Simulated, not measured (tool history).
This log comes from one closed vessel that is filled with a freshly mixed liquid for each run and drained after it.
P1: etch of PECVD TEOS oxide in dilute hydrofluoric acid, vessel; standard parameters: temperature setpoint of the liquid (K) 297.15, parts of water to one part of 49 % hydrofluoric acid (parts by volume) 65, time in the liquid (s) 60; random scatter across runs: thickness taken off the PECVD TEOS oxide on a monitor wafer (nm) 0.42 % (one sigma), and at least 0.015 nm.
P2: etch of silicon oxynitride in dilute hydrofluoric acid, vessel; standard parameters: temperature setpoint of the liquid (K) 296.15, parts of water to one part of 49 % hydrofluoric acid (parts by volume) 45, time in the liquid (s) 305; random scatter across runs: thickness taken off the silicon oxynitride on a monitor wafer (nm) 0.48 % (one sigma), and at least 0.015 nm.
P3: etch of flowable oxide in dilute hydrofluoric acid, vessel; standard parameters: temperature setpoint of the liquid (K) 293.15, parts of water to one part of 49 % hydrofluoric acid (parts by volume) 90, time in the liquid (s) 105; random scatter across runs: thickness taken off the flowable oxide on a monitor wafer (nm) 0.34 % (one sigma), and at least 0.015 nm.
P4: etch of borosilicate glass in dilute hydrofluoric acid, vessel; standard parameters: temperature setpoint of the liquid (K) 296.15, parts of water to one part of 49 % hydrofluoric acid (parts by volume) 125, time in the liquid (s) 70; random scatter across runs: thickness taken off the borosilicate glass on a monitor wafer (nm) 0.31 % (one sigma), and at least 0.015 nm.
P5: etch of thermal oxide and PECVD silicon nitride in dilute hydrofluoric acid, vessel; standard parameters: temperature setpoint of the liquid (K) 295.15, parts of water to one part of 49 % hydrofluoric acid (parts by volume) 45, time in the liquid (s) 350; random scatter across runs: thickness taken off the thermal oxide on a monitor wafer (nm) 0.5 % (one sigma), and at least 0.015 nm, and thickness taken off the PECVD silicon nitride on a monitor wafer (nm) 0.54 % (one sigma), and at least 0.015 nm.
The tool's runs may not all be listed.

run,hour,process that ran,temperature setpoint of the liquid (K),parts of water to one part of 49 % hydrofluoric acid (parts by volume),time in the liquid (s),hours since the thermometer was replaced,hours since the hydrofluoric acid flow meter was replaced,thickness taken off the PECVD TEOS oxide on a monitor wafer (nm),thickness taken off the silicon oxynitride on a monitor wafer (nm),thickness taken off the flowable oxide on a monitor wafer (nm),thickness taken off the borosilicate glass on a monitor wafer (nm),thickness taken off the thermal oxide on a monitor wafer (nm),thickness taken off the PECVD silicon nitride on a monitor wafer (nm)
1,7.8,P1,297.15,65,60,1230.6,322.6,12.9930,,,,,
2,21.4,P1,297.15,65,30,1244.2,336.2,6.4586,,,,,
3,32.3,P2,296.15,45,305,1255.1,347.1,,21.6150,,,,
4,38.8,P3,299.65,90,105,1261.6,353.6,,,66.521,,,
5,45.2,P4,296.15,125,70,1268.0,360.0,,,,13.7130,,
6,52.0,P3,293.15,35,105,1274.8,366.8,,,141.350,,,
7,60.4,P1,297.15,65,60,1283.2,375.2,12.9740,,,,,
8,66.8,P1,297.15,110,60,1289.6,381.6,7.2721,,,,,
9,78.6,P4,296.15,125,70,1301.4,393.4,,,,13.6080,,
10,91.9,P4,296.15,220,70,1314.7,406.7,,,,7.0158,,
11,102.2,P1,297.15,65,60,1325.0,417.0,12.9020,,,,,
12,109.3,P4,296.15,125,30,1332.1,424.1,,,,5.8296,,
13,117.4,P1,297.15,65,60,1340.2,432.2,13.0190,,,,,
14,129.4,P2,304.15,45,305,1352.2,444.2,,31.9370,,,,
15,136.0,P3,293.15,90,30,1358.8,450.8,,,14.650,,,
16,146.9,P5,303.65,45,350,1369.7,461.7,,,,,54.5360,32.9910
17,158.8,P3,293.15,90,105,1381.6,473.6,,,51.512,,,
18,166.3,P3,293.15,90,105,1389.1,481.1,,,51.077,,,
19,173.7,P1,297.15,65,110,1396.5,488.5,23.7470,,,,,
20,183.9,P5,295.15,45,30,1406.7,498.7,,,,,3.3187,1.6019
21,191.0,P2,296.15,60,305,1413.8,505.8,,16.0230,,,,
22,199.8,P1,290.15,100,60,1422.6,514.6,6.0666,,,,,
23,206.2,P1,297.15,25,60,1429.0,521.0,35.6990,,,,,
24,218.3,P5,295.15,25,350,1441.1,533.1,,,,,70.7470,32.8400
25,229.6,P5,295.15,45,350,1452.4,544.4,,,,,38.6660,18.8460
26,238.0,P2,296.15,45,40,1460.8,552.8,,2.8539,,,,
27,250.5,P1,290.15,65,60,1473.3,565.3,9.5729,,,,,
28,260.2,P1,297.15,65,60,1483.0,575.0,12.9290,,,,,
29,273.1,P5,295.15,45,350,1495.9,587.9,,,,,38.8250,18.7560
30,279.8,P1,302.15,65,60,1502.6,594.6,16.0570,,,,,
31,292.5,P4,290.15,125,70,1515.3,607.3,,,,10.6870,,
32,304.0,P1,297.15,65,60,1526.8,618.8,13.0050,,,,,
33,312.9,P1,297.15,65,60,1535.7,627.7,12.7730,,,,,
34,325.1,P1,297.15,65,60,1547.9,639.9,12.3520,,,,,
35,334.5,P1,297.15,65,60,1557.3,649.3,12.3850,,,,,
36,342.0,P1,297.15,65,60,1564.8,656.8,12.3330,,,,,
37,348.3,P1,297.15,65,60,1571.1,663.1,12.1910,,,,,
38,355.8,P1,297.15,65,60,1578.6,670.6,12.1990,,,,,
39,368.6,P1,297.15,65,60,1591.4,683.4,12.1840,,,,,
40,380.0,P1,297.15,65,60,1602.8,694.8,12.1800,,,,,

What P1 gives has crept off from where it sat before. The 2 causes that follow fit the log equally well, each at the size noted:
A: liquid colder than its thermometer reads (K) = 1.54
B: hydrofluoric acid flow below the setpoint (%) = 5.63
Onset of the creep was near hour 304.0.

Of the 4 check runs listed below, each run on one wafer and each result written as a question mark, which would let you distinguish the listed causes because they would give clearly different results?
check 1,391.4,P2,303.15,45,85,,,,?,,,,
check 2,391.4,P3,299.15,90,105,,,,,?,,,
check 3,391.4,P4,291.65,205,70,,,,,,?,,
check 4,391.4,P5,295.15,45,230,,,,,,,?,?

Expected result of each check under each candidate cause:
check,result,if A,if B
check 1,thickness taken off the silicon oxynitride on a monitor wafer (nm),7.8573,7.9511
check 2,thickness taken off the flowable oxide on a monitor wafer (nm),61.422,61.167
check 3,thickness taken off the borosilicate glass on a monitor wafer (nm),6.0433,5.9914
check 4,thickness taken off the thermal oxide on a monitor wafer (nm),23.7660,23.8560
check 4,thickness taken off the PECVD silicon nitride on a monitor wafer (nm),11.0930,11.6600
Distance between the nearest two causes, measured in the result of the check that separates them most: check 1 1.19 %; check 2 0.42 %; check 3 0.86 %; check 4 4.99 %
The other checks would show nearly matching results whichever cause is true, so check 4 is the only one that separates the causes.

With check 4 done, the readings were: thickness taken off the thermal oxide on a monitor wafer (nm) 23.7480; thickness taken off the PECVD silicon nitride on a monitor wafer (nm) 11.0600. Identify which of the listed causes applies.

The cause is A: liquid colder than its thermometer reads (K).

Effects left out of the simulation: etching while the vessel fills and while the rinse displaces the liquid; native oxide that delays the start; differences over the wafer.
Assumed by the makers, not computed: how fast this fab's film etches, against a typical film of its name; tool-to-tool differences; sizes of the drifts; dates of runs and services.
